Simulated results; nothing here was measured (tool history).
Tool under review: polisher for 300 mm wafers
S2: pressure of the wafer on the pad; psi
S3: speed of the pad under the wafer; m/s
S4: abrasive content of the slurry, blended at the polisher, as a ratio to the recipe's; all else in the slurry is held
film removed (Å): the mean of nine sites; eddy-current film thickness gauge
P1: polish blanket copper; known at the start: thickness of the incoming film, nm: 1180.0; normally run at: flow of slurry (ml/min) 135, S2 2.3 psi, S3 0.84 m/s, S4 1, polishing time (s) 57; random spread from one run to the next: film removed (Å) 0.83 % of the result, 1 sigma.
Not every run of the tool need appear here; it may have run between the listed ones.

{"run": 1, "hour": 15.8, "flow of slurry (ml/min)": 135, "S2": 2.3, "S3": 0.84, "S4": 1, "polishing time (s)": 57, "film removed (Å)": 1193.2}
{"run": 2, "hour": 23.6, "flow of slurry (ml/min)": 135, "S2": 2.3, "S3": 1.26, "S4": 1, "polishing time (s)": 32, "film removed (Å)": 1017}
{"run": 3, "hour": 40.5, "flow of slurry (ml/min)": 205, "S2": 2.3, "S3": 0.84, "S4": 1, "polishing time (s)": 57, "film removed (Å)": 1281.5}
{"run": 4, "hour": 49.0, "flow of slurry (ml/min)": 135, "S2": 2.3, "S3": 0.44, "S4": 1, "polishing time (s)": 57, "film removed (Å)": 633.47}
{"run": 5, "hour": 63.4, "flow of slurry (ml/min)": 135, "S2": 2.3, "S3": 0.84, "S4": 1, "polishing time (s)": 57, "film removed (Å)": 1203.2}
{"run": 6, "hour": 80.1, "flow of slurry (ml/min)": 135, "S2": 2.3, "S3": 1.34, "S4": 1, "polishing time (s)": 57, "film removed (Å)": 1884.9}
{"run": 7, "hour": 92.0, "flow of slurry (ml/min)": 135, "S2": 2.3, "S3": 0.84, "S4": 1, "polishing time (s)": 28, "film removed (Å)": 588.39}
{"run": 8, "hour": 104.0, "flow of slurry (ml/min)": 135, "S2": 2.3, "S3": 0.84, "S4": 1, "polishing time (s)": 57, "film removed (Å)": 1207.2}
{"hour": 109.4, "done": "slurry blender recalibrated"}
{"run": 9, "hour": 118.2, "flow of slurry (ml/min)": 135, "S2": 2.3, "S3": 0.84, "S4": 0.5, "polishing time (s)": 57, "film removed (Å)": 1056.4}
{"run": 10, "hour": 133.8, "flow of slurry (ml/min)": 135, "S2": 2.3, "S3": 0.84, "S4": 1, "polishing time (s)": 57, "film removed (Å)": 1185.5}
{"run": 11, "hour": 149.7, "flow of slurry (ml/min)": 135, "S2": 2.3, "S3": 0.84, "S4": 1.5, "polishing time (s)": 57, "film removed (Å)": 1291.3}
{"run": 12, "hour": 160.0, "flow of slurry (ml/min)": 135, "S2": 1.2, "S3": 0.84, "S4": 1, "polishing time (s)": 57, "film removed (Å)": 623.98}
{"run": 13, "hour": 169.7, "flow of slurry (ml/min)": 135, "S2": 2.3, "S3": 0.84, "S4": 1, "polishing time (s)": 89, "film removed (Å)": 1880.7}
{"run": 14, "hour": 185.7, "flow of slurry (ml/min)": 135, "S2": 3.5, "S3": 0.84, "S4": 1, "polishing time (s)": 57, "film removed (Å)": 1826.8}
{"run": 15, "hour": 199.1, "flow of slurry (ml/min)": 190, "S2": 2.3, "S3": 0.84, "S4": 1, "polishing time (s)": 75, "film removed (Å)": 1650.5}
{"run": 16, "hour": 215.8, "flow of slurry (ml/min)": 80, "S2": 2.3, "S3": 0.84, "S4": 1, "polishing time (s)": 57, "film removed (Å)": 1049.3}
{"run": 17, "hour": 231.0, "flow of slurry (ml/min)": 135, "S2": 2.3, "S3": 0.84, "S4": 1, "polishing time (s)": 57, "film removed (Å)": 1179.8}
{"run": 18, "hour": 239.0, "flow of slurry (ml/min)": 135, "S2": 2.3, "S3": 0.84, "S4": 1, "polishing time (s)": 57, "film removed (Å)": 1163.6}
{"run": 19, "hour": 247.5, "flow of slurry (ml/min)": 135, "S2": 2.3, "S3": 0.84, "S4": 1, "polishing time (s)": 57, "film removed (Å)": 1122.5}
{"run": 20, "hour": 257.5, "flow of slurry (ml/min)": 135, "S2": 2.3, "S3": 0.84, "S4": 1, "polishing time (s)": 57, "film removed (Å)": 1112.3}
{"run": 21, "hour": 268.8, "flow of slurry (ml/min)": 135, "S2": 2.3, "S3": 0.84, "S4": 1, "polishing time (s)": 57, "film removed (Å)": 1075.4}
{"run": 22, "hour": 277.6, "flow of slurry (ml/min)": 135, "S2": 2.3, "S3": 0.84, "S4": 1, "polishing time (s)": 57, "film removed (Å)": 1088.4}
{"hour": 279.7, "done": "slurry blender recalibrated"}
{"hour": 280.0, "done": "head pressure recalibrated"}
{"run": 23, "hour": 288.3, "flow of slurry (ml/min)": 135, "S2": 2.3, "S3": 0.84, "S4": 1, "polishing time (s)": 57, "film removed (Å)": 1074.6}
{"run": 24, "hour": 302.4, "flow of slurry (ml/min)": 135, "S2": 2.3, "S3": 0.84, "S4": 1, "polishing time (s)": 57, "film removed (Å)": 1079.4}

What P1 gives has crept away from where it was. These 2 causes fit the log equally well, each at the size given:
A: removal rate lost through wear of the pad, % = 9.32
B: slurry flow missing at the pad, % = 34.6
At approximately hour 231, the process output began to creep.
All other causes, with the reason each is excluded:
head's pressure below its setpoint, %: serviced at hour 280, after the change had begun; the process did not return to its earlier output
abrasive missing from the slurry, %: serviced at hour 279.7, after the change had begun; the process did not return to its earlier output

4 check runs are offered, each on 5 wafers whose results are averaged, their results left as question marks. Which one tells the causes apart?
{"run": "check 1", "hour": 316.5, "flow of slurry (ml/min)": 205, "S2": 1.8, "S3": 0.84, "S4": 1, "polishing time (s)": 57, "film removed (Å)": "?"}
{"run": "check 2", "hour": 316.5, "flow of slurry (ml/min)": 135, "S2": 1.8, "S3": 0.5, "S4": 1, "polishing time (s)": 57, "film removed (Å)": "?"}
{"run": "check 3", "hour": 316.5, "flow of slurry (ml/min)": 135, "S2": 3.1, "S3": 0.84, "S4": 1.4, "polishing time (s)": 57, "film removed (Å)": "?"}
{"run": "check 4", "hour": 316.5, "flow of slurry (ml/min)": 135, "S2": 2.3, "S3": 0.84, "S4": 0.75, "polishing time (s)": 57, "film removed (Å)": "?"}

What every check run would give for each of its results, assuming each possible cause in turn:
check=check_1 result=film_removed_(Å) if_A=904.64 if_B=932.97
check=check_2 result=film_removed_(Å) if_A=504.25 if_B=504.15
check=check_3 result=film_removed_(Å) if_A=1570.3 if_B=1570
check=check_4 result=film_removed_(Å) if_A=1018.8 if_B=1018.6
Minimum pairwise separation of causes per check, each pair taken at its best-separating result: check 1 3.08 %; check 2 0.02 %; check 3 0.02 %; check 4 0.02 %
Of the check runs offered, only check 1 discriminates between the causes; the rest would read about the same regardless of which cause applies.

Check 1 has now been run. It gave: film removed (Å) 903.11. Which of the candidate causes is it?

It is A: removal rate lost through wear of the pad, %.
